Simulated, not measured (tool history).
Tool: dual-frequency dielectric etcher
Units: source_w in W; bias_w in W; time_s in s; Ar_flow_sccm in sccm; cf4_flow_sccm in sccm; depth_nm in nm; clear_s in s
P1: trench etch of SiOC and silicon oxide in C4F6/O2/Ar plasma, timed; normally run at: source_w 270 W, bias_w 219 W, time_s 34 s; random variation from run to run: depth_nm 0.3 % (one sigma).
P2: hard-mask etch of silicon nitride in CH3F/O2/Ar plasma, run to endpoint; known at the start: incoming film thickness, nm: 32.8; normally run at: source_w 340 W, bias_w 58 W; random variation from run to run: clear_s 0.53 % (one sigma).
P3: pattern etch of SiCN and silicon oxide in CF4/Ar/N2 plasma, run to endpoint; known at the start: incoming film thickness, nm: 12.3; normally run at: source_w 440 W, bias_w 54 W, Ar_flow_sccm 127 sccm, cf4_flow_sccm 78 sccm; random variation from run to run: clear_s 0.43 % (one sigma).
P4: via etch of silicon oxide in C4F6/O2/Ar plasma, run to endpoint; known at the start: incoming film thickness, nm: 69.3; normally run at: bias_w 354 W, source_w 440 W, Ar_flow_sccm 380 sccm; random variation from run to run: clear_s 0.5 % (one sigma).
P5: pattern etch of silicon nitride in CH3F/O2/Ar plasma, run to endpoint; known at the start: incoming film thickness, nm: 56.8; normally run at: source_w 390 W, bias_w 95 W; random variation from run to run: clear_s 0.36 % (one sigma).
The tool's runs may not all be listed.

run,hour,process,source_w,bias_w,time_s,Ar_flow_sccm,cf4_flow_sccm,hours since the last wet clean,hours since the last source power generator calibration,hours since the last bias power generator calibration,depth_nm,clear_s
1,6.2,P1,270,219,34,,,150.2,1738.4,1016,60.032,
2,12.7,P2,440,58,,,,156.7,1744.9,1022.5,,50.446
3,24.2,P3,550,54,,127,78,168.2,1756.4,1034,,13.58
4,30.9,P5,390,121,,,,174.9,1763.1,1040.7,,68.626
5,40.8,P1,200,219,34,,,184.8,1773,1050.6,53.307,
6,49.8,P2,340,81,,,,193.8,1782,1059.6,,49.482
7,63.2,P1,270,219,50.5,,,207.2,1795.4,1073,89.048,
8,75.8,P3,440,54,,127,78,219.8,1808,1085.6,,16.48
9,83.1,P2,340,58,,,,227.1,1815.3,1092.9,,54.726
10,91,P4,440,457,,380,,235,1823.2,1100.8,,15.977
11,101.6,P1,270,219,34,,,245.6,1833.8,1111.4,59.88,
12,109.3,P1,270,219,34,,,253.3,1841.5,1119.1,59.674,
13,116.5,P1,270,140,34,,,260.5,1848.7,1126.3,51.885,
14,126.9,P3,440,54,,127,47,270.9,1859.1,1136.7,,18.083
15,134.1,P4,540,354,,380,,278.1,1866.3,1143.9,,16.223
16,143.6,P1,270,285,34,,,287.6,1875.8,1153.4,65.474,
17,150.3,P4,440,354,,380,,294.3,1882.5,1160.1,,17.409
18,157.3,P3,440,54,,158,78,301.3,1889.5,1167.1,,17.196
19,165.9,P1,270,219,34,,,309.9,1898.1,1175.7,59.939,
20,173.5,P3,440,54,,127,78,317.5,1905.7,1183.3,,16.593
21,186.8,P4,440,354,,380,,330.8,1919,1196.6,,17.457
22,195.4,P1,330,219,34,,,339.4,1927.6,1205.2,64.525,
23,202.2,P5,390,95,,,,346.2,1934.4,1212,,75.288
24,214.8,P1,330,268,34,,,358.8,1947,1224.6,68.922,
25,222.4,P3,440,34,,127,78,366.4,1954.6,1232.2,,19.149
26,235.5,P4,440,354,,470,,379.5,1967.7,1245.3,,17.831

Run 27 comes next. What will it give?
27,245.2,P5,390,95,,,,389.2,1977.4,1255,,?

clear_s: 74.804 s

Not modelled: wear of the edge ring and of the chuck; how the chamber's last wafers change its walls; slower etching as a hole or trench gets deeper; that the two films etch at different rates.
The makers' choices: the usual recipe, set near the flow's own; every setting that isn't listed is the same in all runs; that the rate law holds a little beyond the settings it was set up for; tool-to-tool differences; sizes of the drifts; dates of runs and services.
